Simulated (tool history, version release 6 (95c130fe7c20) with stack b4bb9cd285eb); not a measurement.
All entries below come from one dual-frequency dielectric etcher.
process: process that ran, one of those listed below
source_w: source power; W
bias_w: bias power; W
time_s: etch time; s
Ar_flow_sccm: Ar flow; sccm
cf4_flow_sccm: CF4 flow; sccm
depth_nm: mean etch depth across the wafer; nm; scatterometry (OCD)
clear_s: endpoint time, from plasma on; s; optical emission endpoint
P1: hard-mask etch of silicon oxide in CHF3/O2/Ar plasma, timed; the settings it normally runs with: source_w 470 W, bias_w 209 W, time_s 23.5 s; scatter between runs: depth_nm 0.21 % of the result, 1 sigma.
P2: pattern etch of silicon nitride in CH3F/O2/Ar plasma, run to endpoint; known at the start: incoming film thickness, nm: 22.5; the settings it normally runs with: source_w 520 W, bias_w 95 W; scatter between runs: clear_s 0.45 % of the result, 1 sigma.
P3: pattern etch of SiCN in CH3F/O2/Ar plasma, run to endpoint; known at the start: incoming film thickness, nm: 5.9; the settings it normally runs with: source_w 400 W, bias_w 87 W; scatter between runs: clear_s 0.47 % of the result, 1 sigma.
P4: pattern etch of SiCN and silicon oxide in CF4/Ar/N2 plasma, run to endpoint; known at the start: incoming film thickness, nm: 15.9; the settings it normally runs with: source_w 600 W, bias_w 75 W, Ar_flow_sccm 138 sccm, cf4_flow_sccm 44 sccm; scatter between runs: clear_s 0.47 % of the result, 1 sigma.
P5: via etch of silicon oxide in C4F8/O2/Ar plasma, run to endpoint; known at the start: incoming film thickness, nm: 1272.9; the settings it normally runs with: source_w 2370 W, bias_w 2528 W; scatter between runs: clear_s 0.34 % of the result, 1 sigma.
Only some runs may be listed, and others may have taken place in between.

run    day  process  source_w  bias_w  time_s  Ar_flow_sccm  cf4_flow_sccm  hours since the last wet clean  hours since the last source power generator calibration  hours since the last bias power generator calibration  depth_nm  clear_s
  1  0.392       P1       470     209    23.5                                                         91.4                                                   1779.7                                                  733.1    44.632
  2  0.871       P1       470     260    23.5                                                        102.9                                                   1791.2                                                  744.6    48.293
  3  1.142       P4       600      75                   138             44                           109.4                                                   1797.7                                                  751.1             15.859
  4  1.538       P3       400      87                                                                118.9                                                   1807.2                                                  760.6             14.688
  5  1.921       P1       470     209    23.5                                                        128.1                                                   1816.4                                                  769.8    44.716
  6  2.167       P5      1630    2528                                                                134.0                                                   1822.3                                                  775.7            251.370
  7  2.421       P5      2370    3551                                                                140.1                                                   1828.4                                                  781.8            195.920
  8  2.808       P1       620     209    23.5                                                        149.4                                                   1837.7                                                  791.1    49.583
  9  3.025       P1       290     209    23.5                                                        154.6                                                   1842.9                                                  796.3    37.113
 10  3.483       P1       470     209    23.5                                                        165.6                                                   1853.9                                                  807.3    44.677
 11  3.821       P3       280      87                                                                173.7                                                   1862.0                                                  815.4             16.762
 12  4.221       P5      2370    2528                                                                183.3                                                   1871.6                                                  825.0            217.540
 13  4.667       P2       520      95                                                                194.0                                                   1882.3                                                  835.7             26.754
 14  4.988       P4       600      75                   138             44                           201.7                                                   1890.0                                                  843.4             15.857
 15  5.388       P2       520     126                                                                211.3                                                   1899.6                                                  853.0             24.153
 16  5.596       P4       840      75                   138             44                           216.3                                                   1904.6                                                  858.0             11.919
 17  6.017       P3       400     119                                                                226.4                                                   1914.7                                                  868.1             12.994
 18  6.421       P5      2370    2528                                                                236.1                                                   1924.4                                                  877.8            217.950
 19  6.771       P1       380     157    23.5                                                        244.5                                                   1932.8                                                  886.2    37.234
     6.792  -- source power generator calibrated
 20  7.204       P2       710      95                                                                254.9                                                      9.9                                                  896.6             23.721
 21  7.671       P1       470     209    30.5                                                        266.1                                                     21.1                                                  907.8    57.780
 22  8.146       P4       600      56                   138             44                           277.5                                                     32.5                                                  919.2             17.484
 23  8.400       P4       600      75                   138             32                           283.6                                                     38.6                                                  925.3             16.806
 24  8.858       P1       470     141    23.5                                                        294.6                                                     49.6                                                  936.3    39.151
 25  9.292       P4       600      75                   184             44                           305.0                                                     60.0                                                  946.7             16.568
 26  9.608       P1       470     209    23.5                                                        312.6                                                     67.6                                                  954.3    44.668

Run 27, settings as shown, results not yet in. Your forecast:
 27  10.071       P1       470     209    23.5                                                        323.7                                                     78.7                                                  965.4         ?

Run 27 came out at depth_nm 44.638 nm.
